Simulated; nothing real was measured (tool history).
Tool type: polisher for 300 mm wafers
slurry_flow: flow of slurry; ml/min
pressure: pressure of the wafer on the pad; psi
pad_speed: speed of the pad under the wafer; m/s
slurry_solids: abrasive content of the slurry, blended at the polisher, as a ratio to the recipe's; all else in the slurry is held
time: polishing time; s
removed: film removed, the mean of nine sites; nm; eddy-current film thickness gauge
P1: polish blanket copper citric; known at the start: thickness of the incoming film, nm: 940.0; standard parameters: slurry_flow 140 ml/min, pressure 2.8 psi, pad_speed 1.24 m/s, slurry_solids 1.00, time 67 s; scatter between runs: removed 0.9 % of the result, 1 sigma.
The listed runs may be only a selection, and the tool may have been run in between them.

run	day	slurry_flow	pressure	pad_speed	slurry_solids	time	wafers polished on this pad	hours since the slurry nozzle was cleaned	hours since the head pressure was calibrated	hours since the slurry blender was calibrated	removed
1	0.600	140	2.8	1.24	1.00	67	487	226.3	991.7	79.8	144.520
2	1.288	140	2.8	1.24	1.00	67	638	242.8	1008.2	96.3	144.460
3	1.646	140	2.8	1.24	1.30	67	717	251.4	1016.8	104.9	148.900
4	2.142	85	2.8	1.24	1.00	67	827	263.3	1028.7	116.8	126.070
5	2.842	140	2.8	1.24	1.00	67	981	280.1	1045.5	133.6	141.940
6	3.508	210	2.8	1.24	1.00	67	1128	296.1	1061.5	149.6	152.270
# day 3.954: worn pad replaced by a new one
7	3.983	140	2.8	0.68	1.00	67	6	307.5	1072.9	161.0	80.174
8	4.346	140	2.8	1.24	1.00	67	86	316.2	1081.6	169.7	144.240
9	5.021	140	2.8	1.90	0.65	67	235	332.4	1097.8	185.9	199.850
10	5.462	140	2.8	1.24	1.00	67	333	343.0	1108.4	196.5	144.490
11	5.825	140	1.3	1.24	1.00	67	413	351.7	1117.1	205.2	68.472
12	6.171	140	2.8	1.24	1.00	67	489	360.0	1125.4	213.5	144.650
13	6.812	140	3.8	1.24	1.00	67	630	375.4	1140.8	228.9	194.860
14	7.342	140	2.8	1.62	1.00	67	747	388.1	1153.5	241.6	186.850
# day 7.558: head pressure recalibrated
# day 7.888: slurry blender recalibrated
15	7.896	140	2.8	1.24	1.00	30	869	401.4	8.2	0.2	64.746
16	8.292	140	2.8	1.24	1.00	101	957	410.9	17.7	9.7	217.120
17	8.846	140	2.8	1.24	0.70	67	1079	424.2	31.0	23.0	133.140
18	9.317	140	2.8	1.24	1.00	67	1183	435.5	42.3	34.3	143.800
19	9.996	140	2.8	1.24	1.00	67	1333	451.8	58.6	50.6	136.300
20	10.438	140	2.8	1.24	1.00	67	1430	462.4	69.2	61.2	138.230
21	10.925	140	2.8	1.24	1.00	67	1538	474.1	80.9	72.9	136.630
22	11.321	140	2.8	1.24	1.00	67	1625	483.6	90.4	82.4	134.060
# day 11.421: head pressure recalibrated
23	11.754	140	2.8	1.24	1.00	67	1720	494.0	8.0	92.8	136.530
# day 11.771: worn pad replaced by a new one
24	12.108	140	2.8	1.24	1.00	67	75	502.5	16.5	101.3	132.110
25	12.808	140	2.8	1.24	1.00	67	229	519.3	33.3	118.1	132.680
26	13.396	140	2.8	1.24	1.00	67	359	533.4	47.4	132.2	134.090

Something has made what P1 gives creep away from where it was; the 2 causes below, each at its own stated size, fit the log equally well:
A: abrasive missing from the slurry, % = 31
B: slurry flow missing at the pad, % = 30
At approximately day 9.317, the process output began to creep.
The rest of the possible causes, and what rules out each one:
removal rate lost through wear of the pad, %: serviced at day 11.771, which brought nothing back
head's pressure below its setpoint, %: serviced at day 11.421, which brought nothing back

Of the 4 check runs below, each run on 3 wafers with the results averaged and each result still a question mark, which one would tell the listed causes apart?
check 1	13.983	140	1.7	1.24	1.00	49					?
check 2	13.983	85	2.8	1.24	1.15	67					?
check 3	13.983	140	2.8	0.78	1.00	67					?
check 4	13.983	140	2.8	0.98	1.00	31					?

What each check would give under each cause:
check	result	if A	if B
check 1	removed	59.899	59.891
check 2	removed	121.940	117.060
check 3	removed	84.756	84.744
check 4	removed	48.941	48.935
How far apart the two closest causes lie, in the result that separates them most: check 1 0.01 %; check 2 4.08 %; check 3 0.01 %; check 4 0.01 %
The other checks would show nearly matching results whichever cause is true, so check 2 is the only one that separates the causes.

Check 2 has now been run. It gave: removed 116.980 nm. Which of the candidate causes is it?

The correct cause is B, namely: slurry flow missing at the pad, %.

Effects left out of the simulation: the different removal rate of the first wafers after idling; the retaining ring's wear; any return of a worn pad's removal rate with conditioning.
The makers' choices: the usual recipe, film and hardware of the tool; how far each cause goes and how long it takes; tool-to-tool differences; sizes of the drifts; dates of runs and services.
